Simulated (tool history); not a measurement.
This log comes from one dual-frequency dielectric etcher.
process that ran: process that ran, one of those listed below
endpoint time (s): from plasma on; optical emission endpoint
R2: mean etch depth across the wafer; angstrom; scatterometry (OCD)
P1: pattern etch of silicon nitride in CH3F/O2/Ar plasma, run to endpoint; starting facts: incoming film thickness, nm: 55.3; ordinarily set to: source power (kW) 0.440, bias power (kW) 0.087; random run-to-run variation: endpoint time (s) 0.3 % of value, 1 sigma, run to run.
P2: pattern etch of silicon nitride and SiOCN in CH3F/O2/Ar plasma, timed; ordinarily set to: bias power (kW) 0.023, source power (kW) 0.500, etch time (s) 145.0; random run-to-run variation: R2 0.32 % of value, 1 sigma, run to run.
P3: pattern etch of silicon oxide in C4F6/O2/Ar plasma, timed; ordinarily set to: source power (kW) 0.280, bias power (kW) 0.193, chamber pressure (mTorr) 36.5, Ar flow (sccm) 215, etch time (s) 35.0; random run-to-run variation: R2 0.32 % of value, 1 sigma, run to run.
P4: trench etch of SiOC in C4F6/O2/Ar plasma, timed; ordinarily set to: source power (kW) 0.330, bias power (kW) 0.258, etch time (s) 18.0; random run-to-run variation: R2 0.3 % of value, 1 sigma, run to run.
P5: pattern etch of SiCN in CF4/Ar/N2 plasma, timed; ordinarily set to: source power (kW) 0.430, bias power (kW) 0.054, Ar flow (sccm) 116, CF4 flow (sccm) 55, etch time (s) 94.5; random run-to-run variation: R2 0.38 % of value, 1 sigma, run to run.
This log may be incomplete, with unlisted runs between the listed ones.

Run 1, hour 12.3: process that ran P1, source power (kW) 0.440, bias power (kW) 0.087. Result: endpoint time (s) 74.049.
Run 2, hour 23.9: process that ran P5, source power (kW) 0.430, bias power (kW) 0.031, Ar flow (sccm) 116, CF4 flow (sccm) 55, etch time (s) 94.5. Result: R2 549.07 angstrom.
Run 3, hour 32.7: process that ran P1, source power (kW) 0.620, bias power (kW) 0.087. Result: endpoint time (s) 65.140.
Run 4, hour 40.7: process that ran P3, source power (kW) 0.280, bias power (kW) 0.193, Ar flow (sccm) 215, etch time (s) 35.0, chamber pressure (mTorr) 36.5. Result: R2 983.52 angstrom.
Run 5, hour 53.3: process that ran P2, source power (kW) 0.500, bias power (kW) 0.023, etch time (s) 145.0. Result: R2 216.51 angstrom.
Run 6, hour 63.2: process that ran P1, source power (kW) 0.440, bias power (kW) 0.087. Result: endpoint time (s) 74.095.
Run 7, hour 77.0: process that ran P5, source power (kW) 0.430, bias power (kW) 0.054, Ar flow (sccm) 116, CF4 flow (sccm) 55, etch time (s) 94.5. Result: R2 651.45 angstrom.
Run 8, hour 92.2: process that ran P1, source power (kW) 0.440, bias power (kW) 0.087. Result: endpoint time (s) 74.052.
Run 9, hour 107.4: process that ran P4, source power (kW) 0.330, bias power (kW) 0.176, etch time (s) 18.0. Result: R2 347.11 angstrom.
Run 10, hour 115.6: process that ran P5, source power (kW) 0.330, bias power (kW) 0.054, Ar flow (sccm) 116, CF4 flow (sccm) 55, etch time (s) 94.5. Result: R2 522.31 angstrom.
Run 11, hour 122.8: process that ran P4, source power (kW) 0.330, bias power (kW) 0.258, etch time (s) 10.0. Result: R2 219.24 angstrom.
Run 12, hour 136.0: process that ran P2, source power (kW) 0.610, bias power (kW) 0.023, etch time (s) 145.0. Result: R2 231.47 angstrom.
Run 13, hour 152.1: process that ran P3, source power (kW) 0.280, bias power (kW) 0.133, Ar flow (sccm) 215, etch time (s) 35.0, chamber pressure (mTorr) 36.5. Result: R2 877.60 angstrom.
Run 14, hour 164.2: process that ran P4, source power (kW) 0.330, bias power (kW) 0.258, etch time (s) 18.0. Result: R2 393.77 angstrom.
Run 15, hour 173.2: process that ran P1, source power (kW) 0.440, bias power (kW) 0.059. Result: endpoint time (s) 84.628.
Run 16, hour 183.6: process that ran P2, source power (kW) 0.500, bias power (kW) 0.029, etch time (s) 145.0. Result: R2 239.20 angstrom.
Run 17, hour 197.1: process that ran P1, source power (kW) 0.270, bias power (kW) 0.110. Result: endpoint time (s) 80.985.
Run 18, hour 204.1: process that ran P5, source power (kW) 0.430, bias power (kW) 0.054, Ar flow (sccm) 116, CF4 flow (sccm) 55, etch time (s) 94.5. Result: R2 660.07 angstrom.
Run 19, hour 213.3: process that ran P3, source power (kW) 0.280, bias power (kW) 0.193, Ar flow (sccm) 215, etch time (s) 35.0, chamber pressure (mTorr) 49.5. Result: R2 950.44 angstrom.
Run 20, hour 223.2: process that ran P4, source power (kW) 0.250, bias power (kW) 0.258, etch time (s) 18.0. Result: R2 356.31 angstrom.
Run 21, hour 238.8: process that ran P1, source power (kW) 0.290, bias power (kW) 0.087. Result: endpoint time (s) 86.999.
Run 22, hour 246.5: process that ran P3, source power (kW) 0.380, bias power (kW) 0.193, Ar flow (sccm) 215, etch time (s) 35.0, chamber pressure (mTorr) 36.5. Result: R2 1110.30 angstrom.
Run 23, hour 261.2: process that ran P2, source power (kW) 0.500, bias power (kW) 0.023, etch time (s) 80.5. Result: R2 120.29 angstrom.
Run 24, hour 273.3: process that ran P3, source power (kW) 0.280, bias power (kW) 0.193, Ar flow (sccm) 215, etch time (s) 35.0, chamber pressure (mTorr) 36.5. Result: R2 978.08 angstrom.
Run 25, hour 285.5: process that ran P1, source power (kW) 0.440, bias power (kW) 0.087. Result: endpoint time (s) 74.479.
Run 26, hour 293.8: process that ran P1, source power (kW) 0.440, bias power (kW) 0.087. Result: endpoint time (s) 73.941.
Run 27, hour 305.8: process that ran P3, source power (kW) 0.280, bias power (kW) 0.193, Ar flow (sccm) 215, etch time (s) 43.5, chamber pressure (mTorr) 36.5. Result: R2 1216.90 angstrom.
Run 28, hour 318.0: process that ran P5, source power (kW) 0.430, bias power (kW) 0.054, Ar flow (sccm) 116, CF4 flow (sccm) 42, etch time (s) 94.5. Result: R2 621.66 angstrom.
Run 29, hour 327.5: process that ran P5, source power (kW) 0.430, bias power (kW) 0.054, Ar flow (sccm) 116, CF4 flow (sccm) 55, etch time (s) 129.5. Result: R2 893.47 angstrom.
Run 30, hour 337.3: process that ran P5, source power (kW) 0.430, bias power (kW) 0.054, Ar flow (sccm) 141, CF4 flow (sccm) 55, etch time (s) 94.5. Result: R2 637.12 angstrom.
Run 31, hour 351.0: process that ran P1, source power (kW) 0.440, bias power (kW) 0.119. Result: endpoint time (s) 65.998.
Run 32, hour 365.5: process that ran P3, source power (kW) 0.280, bias power (kW) 0.193, Ar flow (sccm) 171, etch time (s) 35.0, chamber pressure (mTorr) 36.5. Result: R2 1011.70 angstrom.
Run 33, hour 376.2: process that ran P1, source power (kW) 0.440, bias power (kW) 0.087. Result: endpoint time (s) 74.082.
Run 34, hour 383.9: process that ran P1, source power (kW) 0.440, bias power (kW) 0.087. Result: endpoint time (s) 73.744.
Run 35, hour 391.8: process that ran P1, source power (kW) 0.440, bias power (kW) 0.087. Result: endpoint time (s) 73.438.
Run 36, hour 405.4: process that ran P1, source power (kW) 0.440, bias power (kW) 0.087. Result: endpoint time (s) 73.550.
Run 37, hour 414.6: process that ran P1, source power (kW) 0.440, bias power (kW) 0.087. Result: endpoint time (s) 73.111.
Run 38, hour 429.1: process that ran P1, source power (kW) 0.440, bias power (kW) 0.087. Result: endpoint time (s) 72.931.
At hour 444.0: wet clean of the chamber.
Run 39, hour 444.6: process that ran P1, source power (kW) 0.440, bias power (kW) 0.087. Result: endpoint time (s) 73.051.
Run 40, hour 459.4: process that ran P1, source power (kW) 0.440, bias power (kW) 0.087. Result: endpoint time (s) 72.816.
Run 41, hour 474.4: process that ran P1, source power (kW) 0.440, bias power (kW) 0.087. Result: endpoint time (s) 72.821.
Run 42, hour 484.5: process that ran P1, source power (kW) 0.440, bias power (kW) 0.087. Result: endpoint time (s) 73.069.
Run 43, hour 492.5: process that ran P1, source power (kW) 0.440, bias power (kW) 0.087. Result: endpoint time (s) 73.388.

P1 no longer gives what it gave before; its output has crept away from where it was. The following 2 causes, each at its listed size, fit the log equally well:
A: bias power that arrives over what is set, % = 4.33
B: source power that arrives over what is set, % = 4.1
Creep in the process output first set in at about hour 376.2.
Why every other cause is out:
chamber walls in a state that raises the etch rate, %: serviced at hour 444.0, which brought nothing back

4 check runs are offered, each on 2 wafers whose results are averaged, their results left as question marks. Which one tells the causes apart?
Run check 1, hour 500.5: process that ran P4, source power (kW) 0.330, bias power (kW) 0.258, etch time (s) 18.0. Result: R2 ?.
Run check 2, hour 500.5: process that ran P3, source power (kW) 0.280, bias power (kW) 0.193, Ar flow (sccm) 215, etch time (s) 35.0, chamber pressure (mTorr) 36.5. Result: R2 ?.
Run check 3, hour 500.5: process that ran P5, source power (kW) 0.430, bias power (kW) 0.054, Ar flow (sccm) 116, CF4 flow (sccm) 55, etch time (s) 94.5. Result: R2 ?.
Run check 4, hour 500.5: process that ran P2, source power (kW) 0.500, bias power (kW) 0.023, etch time (s) 145.0. Result: R2 ?.

What each check would give under each cause:
  check  result    if A     if B
check 1      R2  400.87   401.11
check 2      R2  999.82  1001.30
check 3      R2  664.77   678.46
check 4      R2  220.50   219.44
Per check, the gap between the least separated pair of causes, taken in the result that splits them most: check 1 0.06 %; check 2 0.15 %; check 3 2.04 %; check 4 0.48 %
The other checks would show nearly matching results whichever cause is true, so check 3 is the only one that separates the causes.

Here is what check 3 returned: R2 677.09 angstrom. Which cause is it?

Of the candidate causes, it is B: source power that arrives over what is set, %.
